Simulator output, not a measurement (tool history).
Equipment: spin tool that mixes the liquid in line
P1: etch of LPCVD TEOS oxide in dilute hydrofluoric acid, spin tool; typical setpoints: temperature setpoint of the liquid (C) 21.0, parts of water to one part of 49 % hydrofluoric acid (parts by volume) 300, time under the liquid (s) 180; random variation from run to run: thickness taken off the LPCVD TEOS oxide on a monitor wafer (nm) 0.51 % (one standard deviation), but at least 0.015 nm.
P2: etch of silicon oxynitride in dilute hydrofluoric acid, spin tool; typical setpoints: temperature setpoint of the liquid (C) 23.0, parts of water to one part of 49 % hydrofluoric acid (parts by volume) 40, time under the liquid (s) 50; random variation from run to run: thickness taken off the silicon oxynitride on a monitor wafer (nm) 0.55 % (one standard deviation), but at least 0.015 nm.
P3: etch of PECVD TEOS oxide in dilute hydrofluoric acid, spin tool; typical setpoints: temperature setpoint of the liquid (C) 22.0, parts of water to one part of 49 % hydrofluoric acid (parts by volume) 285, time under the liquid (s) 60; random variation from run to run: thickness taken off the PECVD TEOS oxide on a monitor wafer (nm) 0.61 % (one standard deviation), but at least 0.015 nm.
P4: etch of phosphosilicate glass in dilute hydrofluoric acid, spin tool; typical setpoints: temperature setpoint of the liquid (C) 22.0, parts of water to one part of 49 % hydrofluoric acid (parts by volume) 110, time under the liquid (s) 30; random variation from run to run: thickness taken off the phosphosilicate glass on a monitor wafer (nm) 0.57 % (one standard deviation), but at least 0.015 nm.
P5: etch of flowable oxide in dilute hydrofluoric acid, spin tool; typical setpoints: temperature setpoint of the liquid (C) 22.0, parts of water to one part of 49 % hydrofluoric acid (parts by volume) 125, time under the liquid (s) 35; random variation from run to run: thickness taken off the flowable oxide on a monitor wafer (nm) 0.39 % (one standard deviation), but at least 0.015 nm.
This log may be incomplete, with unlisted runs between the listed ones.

| run | hour | process that ran | temperature setpoint of the liquid (C) | parts of water to one part of 49 % hydrofluoric acid (parts by volume) | time under the liquid (s) | hours since the thermometer was replaced | hours since the hydrofluoric acid flow meter was replaced | thickness taken off the LPCVD TEOS oxide on a monitor wafer (nm) | thickness taken off the silicon oxynitride on a monitor wafer (nm) | thickness taken off the flowable oxide on a monitor wafer (nm) | thickness taken off the PECVD TEOS oxide on a monitor wafer (nm) | thickness taken off the phosphosilicate glass on a monitor wafer (nm) |
|---|---|---|---|---|---|---|---|---|---|---|---|---|
| 1 | 7.2 | P1 | 21.0 | 300 | 180 | 872.4 | 518.6 | 23.1960 |  |  |  |  |
| 2 | 12.8 | P1 | 21.0 | 550 | 180 | 878.0 | 524.2 | 10.2840 |  |  |  |  |
| 3 | 21.8 | P2 | 23.0 | 20 | 50 | 887.0 | 533.2 |  | 8.1544 |  |  |  |
| 4 | 32.7 | P1 | 17.0 | 410 | 180 | 897.9 | 544.1 | 13.2660 |  |  |  |  |
| 5 | 41.7 | P1 | 21.0 | 300 | 180 | 906.9 | 553.1 | 23.1770 |  |  |  |  |
| 6 | 51.0 | P5 | 22.0 | 125 | 35 | 916.2 | 562.4 |  |  | 12.4770 |  |  |
| 7 | 57.4 | P5 | 22.0 | 125 | 35 | 922.6 | 568.8 |  |  | 12.4080 |  |  |
| 8 | 68.3 | P1 | 21.0 | 300 | 180 | 933.5 | 579.7 | 23.2780 |  |  |  |  |
| 9 | 78.2 | P1 | 21.0 | 300 | 355 | 943.4 | 589.6 | 45.8780 |  |  |  |  |
| 10 | 90.0 | P3 | 22.0 | 285 | 15 | 955.2 | 601.4 |  |  |  | 1.1263 |  |
| 11 | 97.9 | P4 | 22.0 | 195 | 30 | 963.1 | 609.3 |  |  |  |  | 9.5010 |
| 12 | 103.7 | P2 | 23.0 | 40 | 50 | 968.9 | 615.1 |  | 4.0282 |  |  |  |
| 13 | 113.3 | P1 | 21.0 | 300 | 40 | 978.5 | 624.7 | 5.1360 |  |  |  |  |
| 14 | 121.0 | P4 | 17.0 | 110 | 30 | 986.2 | 632.4 |  |  |  |  | 15.1840 |
| 15 | 132.5 | P5 | 17.0 | 125 | 35 | 997.7 | 643.9 |  |  | 10.1190 |  |  |
| 16 | 141.6 | P4 | 22.0 | 110 | 30 | 1006.8 | 653.0 |  |  |  |  | 18.3060 |
| 17 | 149.0 | P3 | 22.0 | 285 | 60 | 1014.2 | 660.4 |  |  |  | 4.4718 |  |
| 18 | 157.7 | P1 | 26.0 | 300 | 180 | 1022.9 | 669.1 | 27.5730 |  |  |  |  |
| 19 | 168.4 | P2 | 17.5 | 40 | 50 | 1033.6 | 679.8 |  | 3.0862 |  |  |  |
| 20 | 174.7 | P1 | 21.0 | 85 | 180 | 1039.9 | 686.1 | 102.1700 |  |  |  |  |
| 21 | 186.3 | P3 | 30.0 | 285 | 60 | 1051.5 | 697.7 |  |  |  | 5.8506 |  |
| 22 | 194.8 | P1 | 21.0 | 300 | 180 | 1060.0 | 706.2 | 23.2210 |  |  |  |  |
| 23 | 201.4 | P5 | 22.0 | 215 | 35 | 1066.6 | 712.8 |  |  | 6.5202 |  |  |
| 24 | 212.0 | P1 | 17.0 | 300 | 180 | 1077.2 | 723.4 | 20.0290 |  |  |  |  |
| 25 | 223.4 | P4 | 22.0 | 110 | 15 | 1088.6 | 734.8 |  |  |  |  | 9.2205 |
| 26 | 232.0 | P1 | 21.0 | 300 | 180 | 1097.2 | 743.4 | 23.2350 |  |  |  |  |
| 27 | 238.5 | P3 | 22.0 | 110 | 60 | 1103.7 | 749.9 |  |  |  | 13.9470 |  |
| 28 | 250.6 | P5 | 22.0 | 125 | 15 | 1115.8 | 762.0 |  |  | 5.2906 |  |  |
| 29 | 261.2 | P2 | 23.0 | 40 | 50 | 1126.4 | 772.6 |  | 3.9950 |  |  |  |
| 30 | 273.7 | P2 | 23.0 | 40 | 15 | 1138.9 | 785.1 |  | 1.2069 |  |  |  |
| 31 | 279.6 | P1 | 17.0 | 300 | 35 | 1144.8 | 791.0 | 3.8847 |  |  |  |  |
| 32 | 285.2 | P1 | 21.0 | 300 | 180 | 1150.4 | 796.6 | 23.0040 |  |  |  |  |
| 33 | 296.6 | P1 | 21.0 | 300 | 180 | 1161.8 | 808.0 | 22.5780 |  |  |  |  |
| 34 | 308.1 | P1 | 21.0 | 300 | 180 | 1173.3 | 819.5 | 21.9210 |  |  |  |  |
| 35 | 320.8 | P1 | 21.0 | 300 | 180 | 1186.0 | 832.2 | 21.7300 |  |  |  |  |
| 36 | 332.6 | P1 | 21.0 | 300 | 180 | 1197.8 | 844.0 | 21.5580 |  |  |  |  |
| 37 | 339.1 | P1 | 21.0 | 300 | 180 | 1204.3 | 850.5 | 21.5480 |  |  |  |  |
| 38 | 345.5 | P1 | 21.0 | 300 | 180 | 1210.7 | 856.9 | 21.4800 |  |  |  |  |
| 39 | 354.0 | P1 | 21.0 | 300 | 180 | 1219.2 | 865.4 | 21.3690 |  |  |  |  |
| 40 | 360.4 | P1 | 21.0 | 300 | 180 | 1225.6 | 871.8 | 21.3640 |  |  |  |  |
| 41 | 370.5 | P1 | 21.0 | 300 | 180 | 1235.7 | 881.9 | 21.4800 |  |  |  |  |
| 42 | 378.2 | P1 | 21.0 | 300 | 180 | 1243.4 | 889.6 | 21.5020 |  |  |  |  |
| 43 | 384.5 | P1 | 21.0 | 300 | 180 | 1249.7 | 895.9 | 21.4970 |  |  |  |  |

Compared with where it was, what P1 gives has crept away. Each cause listed below fits the log as well as the rest, at the size given for it:
A: hydrofluoric acid flow below the setpoint (%) = 6.12
B: liquid colder than its thermometer reads (K) = 2.22
The process output started creeping at around hour 285.2.

Each of the check runs listed below is run on 2 wafers and reports their average, with the results left as question marks. Pick the one under which the possible causes would lead to clearly different results.
| check 1 | 390.8 | P3 | 28.5 | 285 | 15 |  |  |  |  |  | ? |  |
| check 2 | 390.8 | P2 | 19.5 | 40 | 50 |  |  |  | ? |  |  |  |
| check 3 | 390.8 | P4 | 22.0 | 185 | 30 |  |  |  |  |  |  | ? |
| check 4 | 390.8 | P5 | 22.0 | 215 | 15 |  |  |  |  | ? |  |  |

Outcome of each check run for each possible cause:
| check | result | if A | if B |
|---|---|---|---|
| check 1 | thickness taken off the PECVD TEOS oxide on a monitor wafer (nm) | 1.2855 | 1.2965 |
| check 2 | thickness taken off the silicon oxynitride on a monitor wafer (nm) | 3.1490 | 2.9987 |
| check 3 | thickness taken off the phosphosilicate glass on a monitor wafer (nm) | 9.4161 | 9.3224 |
| check 4 | thickness taken off the flowable oxide on a monitor wafer (nm) | 2.5894 | 2.5716 |
Separation of the two closest causes in each check, using whichever result separates them best: check 1 0.85 %; check 2 4.89 %; check 3 1 %; check 4 0.69 %
Check 2 distinguishes between the causes, while the remaining checks would return nearly the same result for all of them.

Check 2 has now been run. It gave: thickness taken off the silicon oxynitride on a monitor wafer (nm) 3.1551. Which of the candidate causes is it?

It was cause A: hydrofluoric acid flow below the setpoint (%).

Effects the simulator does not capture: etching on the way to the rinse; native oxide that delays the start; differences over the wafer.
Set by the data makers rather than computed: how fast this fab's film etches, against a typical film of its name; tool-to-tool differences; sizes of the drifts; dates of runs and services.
